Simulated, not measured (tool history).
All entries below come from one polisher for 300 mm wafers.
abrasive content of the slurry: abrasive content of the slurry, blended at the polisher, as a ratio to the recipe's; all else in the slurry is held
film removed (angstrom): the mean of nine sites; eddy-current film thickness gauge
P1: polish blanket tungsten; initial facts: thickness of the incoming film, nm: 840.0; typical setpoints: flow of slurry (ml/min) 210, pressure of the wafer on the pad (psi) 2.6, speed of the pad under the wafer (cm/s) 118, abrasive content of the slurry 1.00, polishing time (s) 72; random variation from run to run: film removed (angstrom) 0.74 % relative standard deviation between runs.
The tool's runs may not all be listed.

| run | hour | flow of slurry (ml/min) | pressure of the wafer on the pad (psi) | speed of the pad under the wafer (cm/s) | abrasive content of the slurry | polishing time (s) | wafers polished on this pad | hours since the slurry nozzle was cleaned | hours since the head pressure was calibrated | hours since the slurry blender was calibrated | hours since the slurry got fresh peroxide | film removed (angstrom) |
|---|---|---|---|---|---|---|---|---|---|---|---|---|
| 1 | 6.0 | 210 | 2.6 | 118 | 1.00 | 72 | 544 | 417.1 | 699.2 | 283.3 | 76.0 | 2252.5 |
| 2 | 14.3 | 210 | 2.6 | 118 | 1.00 | 72 | 638 | 425.4 | 707.5 | 291.6 | 84.3 | 2240.9 |
| 3 | 22.2 | 210 | 2.6 | 118 | 1.35 | 72 | 727 | 433.3 | 715.4 | 299.5 | 92.2 | 2409.2 |
| 4 | 30.3 | 330 | 2.6 | 118 | 1.00 | 72 | 818 | 441.4 | 723.5 | 307.6 | 100.3 | 2347.0 |
| 5 | 36.8 | 125 | 2.6 | 118 | 1.00 | 72 | 891 | 447.9 | 730.0 | 314.1 | 106.8 | 2063.2 |
| 6 | 44.7 | 210 | 4.0 | 118 | 1.00 | 72 | 980 | 455.8 | 737.9 | 322.0 | 114.7 | 3452.3 |
| 7 | 49.9 | 210 | 1.8 | 118 | 1.00 | 72 | 1038 | 461.0 | 743.1 | 327.2 | 119.9 | 1556.5 |
| 8 | 57.3 | 210 | 2.6 | 182 | 1.00 | 72 | 1121 | 468.4 | 750.5 | 334.6 | 127.3 | 3456.9 |
|  | 58.9 | head pressure recalibrated |
| 9 | 64.6 | 210 | 2.6 | 118 | 1.00 | 72 | 1203 | 475.7 | 5.7 | 341.9 | 134.6 | 2243.8 |
| 10 | 70.1 | 210 | 2.6 | 118 | 1.00 | 72 | 1265 | 481.2 | 11.2 | 347.4 | 140.1 | 2260.4 |
| 11 | 78.3 | 210 | 2.6 | 118 | 1.00 | 50 | 1357 | 489.4 | 19.4 | 355.6 | 148.3 | 1565.2 |
| 12 | 84.3 | 210 | 2.6 | 118 | 1.00 | 72 | 1425 | 495.4 | 25.4 | 361.6 | 154.3 | 2253.2 |
| 13 | 92.6 | 210 | 2.6 | 58 | 1.00 | 72 | 1518 | 503.7 | 33.7 | 369.9 | 162.6 | 1116.3 |
| 14 | 99.6 | 210 | 2.6 | 118 | 1.00 | 72 | 1597 | 510.7 | 40.7 | 376.9 | 169.6 | 2261.2 |

For run 15, what comes out?
| 15 | 104.8 | 210 | 2.6 | 118 | 1.00 | 113 | 1655 | 515.9 | 45.9 | 382.1 | 174.8 | ? |

Run 15 gave film removed (angstrom) 3505.6.
